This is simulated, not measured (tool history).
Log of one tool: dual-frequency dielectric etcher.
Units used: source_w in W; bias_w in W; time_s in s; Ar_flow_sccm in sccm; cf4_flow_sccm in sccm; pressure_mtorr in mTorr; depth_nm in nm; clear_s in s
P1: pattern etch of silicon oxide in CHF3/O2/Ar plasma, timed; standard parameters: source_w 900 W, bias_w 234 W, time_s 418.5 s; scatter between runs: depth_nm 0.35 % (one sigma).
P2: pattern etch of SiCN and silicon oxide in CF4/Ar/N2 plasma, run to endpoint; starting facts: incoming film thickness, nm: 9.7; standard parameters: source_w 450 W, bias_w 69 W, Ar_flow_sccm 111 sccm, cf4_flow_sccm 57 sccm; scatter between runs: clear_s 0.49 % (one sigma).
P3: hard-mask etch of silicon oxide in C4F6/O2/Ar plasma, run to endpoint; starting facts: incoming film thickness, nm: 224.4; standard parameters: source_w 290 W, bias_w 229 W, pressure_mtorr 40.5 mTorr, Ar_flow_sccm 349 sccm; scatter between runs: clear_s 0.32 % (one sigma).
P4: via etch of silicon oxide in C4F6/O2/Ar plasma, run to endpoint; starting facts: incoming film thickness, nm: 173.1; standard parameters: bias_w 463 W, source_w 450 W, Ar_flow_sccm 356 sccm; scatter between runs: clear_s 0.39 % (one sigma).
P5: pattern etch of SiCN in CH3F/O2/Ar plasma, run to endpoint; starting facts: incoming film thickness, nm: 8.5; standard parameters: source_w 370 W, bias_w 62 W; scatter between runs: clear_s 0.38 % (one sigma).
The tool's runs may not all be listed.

run,day,process,source_w,bias_w,time_s,Ar_flow_sccm,cf4_flow_sccm,pressure_mtorr,hours since the last wet clean,hours since the last source power generator calibration,hours since the last bias power generator calibration,depth_nm,clear_s
1,0.258,P1,900,234,418.5,,,,246.4,3119.1,586.1,1044.30,
2,0.708,P5,260,62,,,,,257.2,3129.9,596.9,,28.0040
3,1.079,P1,900,234,548.5,,,,266.1,3138.8,605.8,1361.50,
4,1.442,P1,900,234,418.5,,,,274.8,3147.5,614.5,1048.90,
5,1.996,P2,450,69,,111,57,,288.1,3160.8,627.8,,12.4210
6,2.512,P4,450,582,,356,,,300.5,3173.2,640.2,,35.7690
7,2.879,P5,370,62,,,,,309.3,3182.0,649.0,,24.3710
8,3.467,P1,650,234,323.5,,,,323.4,3196.1,663.1,714.86,
9,3.917,P1,1150,234,418.5,,,,334.2,3206.9,673.9,1140.50,
10,4.267,P1,900,234,418.5,,,,342.6,3215.3,682.3,1041.10,
11,4.579,P5,370,62,,,,,350.1,3222.8,689.8,,24.5580
12,5.129,P4,450,463,,356,,,363.3,3236.0,703.0,,38.8980
13,5.488,P3,290,229,,252,,40.5,371.9,3244.6,711.6,,74.4820
14,6.017,P5,370,50,,,,,384.6,3257.3,724.3,,26.4160
15,6.496,P1,900,190,284.0,,,,396.1,3268.8,735.8,657.25,
16,7.083,P3,210,229,,349,,40.5,410.2,3282.9,749.9,,86.7930
17,7.450,P2,450,69,,111,37,,419.0,3291.7,758.7,,13.3590
18,7.775,P3,290,279,,349,,40.5,426.8,3299.5,766.5,,71.5360
19,8.212,P1,670,234,418.5,,,,437.3,3310.0,777.0,928.17,
20,8.638,P2,450,69,,136,57,,447.5,3320.2,787.2,,12.8070
21,9.125,P1,900,234,418.5,,,,459.2,3331.9,798.9,1038.60,
22,9.438,P3,290,229,,349,,40.5,466.7,3339.4,806.4,,77.2270
23,10.025,P4,450,463,,215,,,480.8,3353.5,820.5,,36.8010
24,10.579,P3,290,229,,349,,49.5,494.1,3366.8,833.8,,78.6350
25,11.012,P1,900,234,418.5,,,,504.5,3377.2,844.2,1043.30,
26,11.338,P1,900,289,418.5,,,,512.3,3385.0,852.0,1119.20,
27,11.642,P2,600,69,,111,57,,519.6,3392.3,859.3,,9.5919
28,11.988,P2,450,91,,111,57,,527.9,3400.6,867.6,,11.1290
29,12.312,P1,900,234,230.0,,,,535.7,3408.4,875.4,571.66,
30,12.896,P4,350,463,,356,,,549.7,3422.4,889.4,,42.7220
31,13.492,P1,900,148,418.5,,,,564.0,3436.7,903.7,895.90,
32,13.788,P2,450,69,,111,57,,571.1,3443.8,910.8,,12.4270
33,14.279,P1,900,234,418.5,,,,582.9,3455.6,922.6,1052.60,
34,14.842,P1,900,234,418.5,,,,596.4,3469.1,936.1,1028.80,
35,15.246,P1,900,234,418.5,,,,606.1,3478.8,945.8,1032.70,
36,15.529,P1,900,234,418.5,,,,612.9,3485.6,952.6,1021.30,
37,15.833,P1,900,234,418.5,,,,620.2,3492.9,959.9,1032.40,
# day 15.946: wet clean of the chamber
38,16.321,P1,900,234,418.5,,,,9.0,3504.6,971.6,1020.20,
39,16.833,P1,900,234,418.5,,,,21.3,3516.9,983.9,1026.50,
40,17.321,P1,900,234,418.5,,,,33.0,3528.6,995.6,1027.10,
41,17.800,P1,900,234,418.5,,,,44.5,3540.1,1007.1,1022.10,
42,18.142,P1,900,234,418.5,,,,52.7,3548.3,1015.3,1025.60,

What P1 gives has crept off from where it sat before. The 2 causes that follow fit the log equally well, each at the size noted:
A: bias power that arrives under what is set, % = 4.96
B: source power that arrives under what is set, % = 4.48
Creep in the process output first set in at about day 14.279.
Every other cause this tool's parts could produce, and why it does not fit the log:
chamber walls in a state that lowers the etch rate, %: serviced at day 15.946, after the change had begun; the process did not return to its earlier output

The 4 check runs listed below each average the results of 3 wafers, and their outcomes are marked with question marks. Under which run would the listed causes produce clearly different results?
check 1,18.483,P5,370,62,,,,,,,,,?
check 2,18.483,P2,450,69,,111,57,,,,,,?
check 3,18.483,P4,450,463,,356,,,,,,,?
check 4,18.483,P3,290,229,,349,,40.5,,,,,?

What every check run would give for each of its results, assuming each possible cause in turn:
check,result,if A,if B
check 1,clear_s,24.9370,24.9360
check 2,clear_s,12.6260,12.9130
check 3,clear_s,39.6890,39.6240
check 4,clear_s,78.4070,78.4310
Gap, in per cent, between the two causes that each check separates least, read from the result that separates them most: check 1 0 %; check 2 2.24 %; check 3 0.16 %; check 4 0.03 %
Check 2 distinguishes between the causes, while the remaining checks would return nearly the same result for all of them.

Then check 2 was run and gave: clear_s 12.8760 s. Which cause is it?

It is B: source power that arrives under what is set, %.
